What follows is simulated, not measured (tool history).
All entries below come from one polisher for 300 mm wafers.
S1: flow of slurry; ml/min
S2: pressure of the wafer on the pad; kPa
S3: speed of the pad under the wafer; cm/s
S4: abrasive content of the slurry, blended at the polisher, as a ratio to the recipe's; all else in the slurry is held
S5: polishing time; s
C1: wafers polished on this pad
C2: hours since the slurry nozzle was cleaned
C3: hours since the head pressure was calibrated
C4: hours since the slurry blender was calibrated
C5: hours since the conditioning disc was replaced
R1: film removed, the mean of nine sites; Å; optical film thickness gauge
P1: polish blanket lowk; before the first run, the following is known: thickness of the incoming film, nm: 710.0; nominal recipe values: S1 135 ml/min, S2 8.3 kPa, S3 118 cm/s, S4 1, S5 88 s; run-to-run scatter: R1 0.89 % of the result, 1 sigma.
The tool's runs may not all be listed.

run     day   S1    S2   S3    S4   S5    C1     C2     C3     C4     C5      R1
  1   0.525  135   8.3  118     1   88   421  346.6  528.5  282.5  122.2  231.56
  2   1.212   80   8.3  118     1   88   557  363.1    545    299  138.7  206.94
  3    1.75  135   5.5  118     1   88   662    376  557.9  311.9  151.6  154.94
  4   2.283  135   8.3  118     1   88   767  388.8  570.7  324.7  164.4  230.76
      2.383  -- conditioning disc replaced and pad reconditioned
  5   2.646  135  12.4  118     1   88   838  397.5  579.4  333.4    6.3  350.74
  6   3.012  135   8.3  118     1  134   910  406.3  588.2  342.2   15.1  359.67
      3.225  -- slurry nozzle cleaned
  7   3.588  135   8.3  118  1.45   88  1023    8.8    602    356   28.9  275.57
          4  -- slurry blender recalibrated
  8   4.096  135   8.3  118     1   88  1123     21  614.2    2.4   41.1  231.27
  9   4.708  135   8.3  174     1   88  1244   35.7  628.9   17.1   55.8  318.84
 10   5.067  205   8.3  118     1   88  1314   44.3  637.5   25.7   64.4  249.28
 11   5.538   80   8.3  118  1.35   88  1407   55.6  648.8     37   75.7  230.85
 12   5.854  135   8.3  118     1   40  1469   63.2  656.4   44.6   83.3  104.99
 13   6.308  135   8.3  118   0.5   88  1558   74.1  667.3   55.5   94.2  163.99
 14   6.688  135   8.3  118     1   88  1633   83.2  676.4   64.6  103.3  231.89
 15   7.125  135   8.3   76     1   88  1719   93.7  686.9   75.1  113.8  160.82
 16   7.588  135   8.3  118     1   88  1810  104.8    698   86.2  124.9  231.11
 17   7.942  135   8.3  118     1   88  1879  113.3  706.5   94.7  133.4  232.46
 18   8.496  135   8.3  118     1   88  1988  126.6  719.8    108  146.7  223.14
      8.954  -- head pressure recalibrated
 19   9.054  135   8.3  118     1   88  2098    140    2.5  121.4  160.1  213.52
 20   9.404  135   8.3  118     1   88  2167  148.4   10.9  129.8  168.5  217.64
      9.462  -- conditioning disc replaced and pad reconditioned
      9.475  -- slurry nozzle cleaned
 21   9.917  135   8.3  118     1   88  2267   10.7   23.2  142.1   10.9  212.56
 22  10.329  135   8.3  118     1   88  2349   20.6   33.1    152   20.8  210.93
 23  10.754  135   8.3  118     1   88  2432   30.8   43.3  162.2     31  213.39

What P1 gives has crept away from where it was. These 2 causes fit the log equally well, each at the size given:
A: abrasive missing from the slurry, % = 18.1
B: removal rate lost through wear of the pad, % = 9.15
Creep in the process output first set in at about day 7.942.
Each remaining cause and why it is not a fit:
slurry flow missing at the pad, %: serviced at day 9.475, which brought nothing back
head's pressure below its setpoint, %: serviced at day 8.954, which brought nothing back
time polished since the conditioner stopped cutting, s: serviced at day 9.462, which brought nothing back

Which of the check runs below tells the causes apart, meaning the causes would give it clearly different results? Each run uses 5 wafers whose results are averaged, and each result is shown as a question mark.
check 1  11.179   95   8.3  160     1   88                       ?
check 2  11.179  135   8.3  118  0.55  130                       ?
check 3  11.179  135    11  118     1   41                       ?
check 4  11.179   90  12.4  118     1   88                       ?

Predicted outcomes, by check and by cause:
  check  result    if A    if B
check 1      R1  249.82  249.76
check 2      R1  221.53  228.06
check 3      R1   131.6  131.57
check 4      R1  289.51  289.44
How far apart the two closest causes lie, in the result that separates them most: check 1 0.02 %; check 2 2.9 %; check 3 0.02 %; check 4 0.02 %
Of the check runs offered, only check 2 discriminates between the causes; the rest would read about the same regardless of which cause applies.

Check 2 was then run and gave: R1 222.43 Å. Which cause is it?

The correct cause is A, namely: abrasive missing from the slurry, %.
